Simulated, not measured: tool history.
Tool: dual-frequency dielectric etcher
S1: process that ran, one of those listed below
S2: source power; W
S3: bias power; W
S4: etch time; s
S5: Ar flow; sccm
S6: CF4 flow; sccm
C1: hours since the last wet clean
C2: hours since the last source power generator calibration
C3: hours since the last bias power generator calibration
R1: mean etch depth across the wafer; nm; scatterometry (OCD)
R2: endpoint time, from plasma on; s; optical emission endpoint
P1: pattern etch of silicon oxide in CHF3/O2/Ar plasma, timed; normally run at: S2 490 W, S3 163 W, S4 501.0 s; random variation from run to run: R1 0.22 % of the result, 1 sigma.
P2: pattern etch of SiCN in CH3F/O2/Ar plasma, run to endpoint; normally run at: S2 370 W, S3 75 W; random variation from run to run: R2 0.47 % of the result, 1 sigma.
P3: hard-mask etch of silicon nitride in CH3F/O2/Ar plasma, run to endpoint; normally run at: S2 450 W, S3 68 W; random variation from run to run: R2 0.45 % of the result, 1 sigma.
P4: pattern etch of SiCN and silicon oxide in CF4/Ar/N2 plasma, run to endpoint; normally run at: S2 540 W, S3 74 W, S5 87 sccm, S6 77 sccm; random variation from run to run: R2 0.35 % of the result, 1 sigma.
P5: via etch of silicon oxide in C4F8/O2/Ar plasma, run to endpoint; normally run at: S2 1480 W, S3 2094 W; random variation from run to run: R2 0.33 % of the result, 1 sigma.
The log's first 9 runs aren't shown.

run   hour  S1    S2    S3     S4   S5  S6     C1      C2      C3       R1       R2
 10   40.8  P5  1480  2094                  376.5   983.8  1242.2           240.800
 11   43.8  P2   280    75                  379.5   986.8  1245.2            26.452
 12   47.8  P1   490   227  388.5           383.5   990.8  1249.2   731.01
 13   50.9  P1   490   163  652.5           386.6   993.9  1252.3  1092.40
      53.6  -- bias power generator calibrated
 14   55.1  P3   550    68                  390.8   998.1     1.5            61.387
 15   60.5  P3   450    68                  396.2  1003.5     6.9            66.386
 16   65.0  P1   490   163  501.0           400.7  1008.0    11.4   836.29
 17   70.3  P5  1480  2094                  406.0  1013.3    16.7           240.850
 18   75.1  P4   540    74         106  77  410.8  1018.1    21.5            15.059
 19   79.2  P1   360   163  501.0           414.9  1022.2    25.6   747.38
 20   83.6  P3   450    46                  419.3  1026.6    30.0            74.923
 21   87.2  P1   490   163  501.0           422.9  1030.2    33.6   839.34
 22   91.0  P1   490   210  501.0           426.7  1034.0    37.4   913.65
      92.0  -- source power generator calibrated
 23   95.1  P3   450    68                  430.8     3.1    41.5            66.785
 24   99.4  P5   890  2094                  435.1     7.4    45.8           296.680
 25  102.9  P5  1480  1234                  438.6    10.9    49.3           279.060
 26  107.2  P4   750    74          87  77  442.9    15.2    53.6            10.856
 27  109.7  P2   370    75                  445.4    17.7    56.1            23.825
 28  114.5  P1   590   163  501.0           450.2    22.5    60.9   906.35
 29  118.0  P1   490   163  275.5           453.7    26.0    64.4   463.82
 30  121.4  P1   490   163  501.0           457.1    29.4    67.8   840.34
 31  124.6  P1   490   163  501.0           460.3    32.6    71.0   843.03

Run 32 comes next. What will it give?
 32  127.5  P1  490  163  501.0          463.2  35.5  73.9   ?

Run 32 gave R1 848.47 nm.
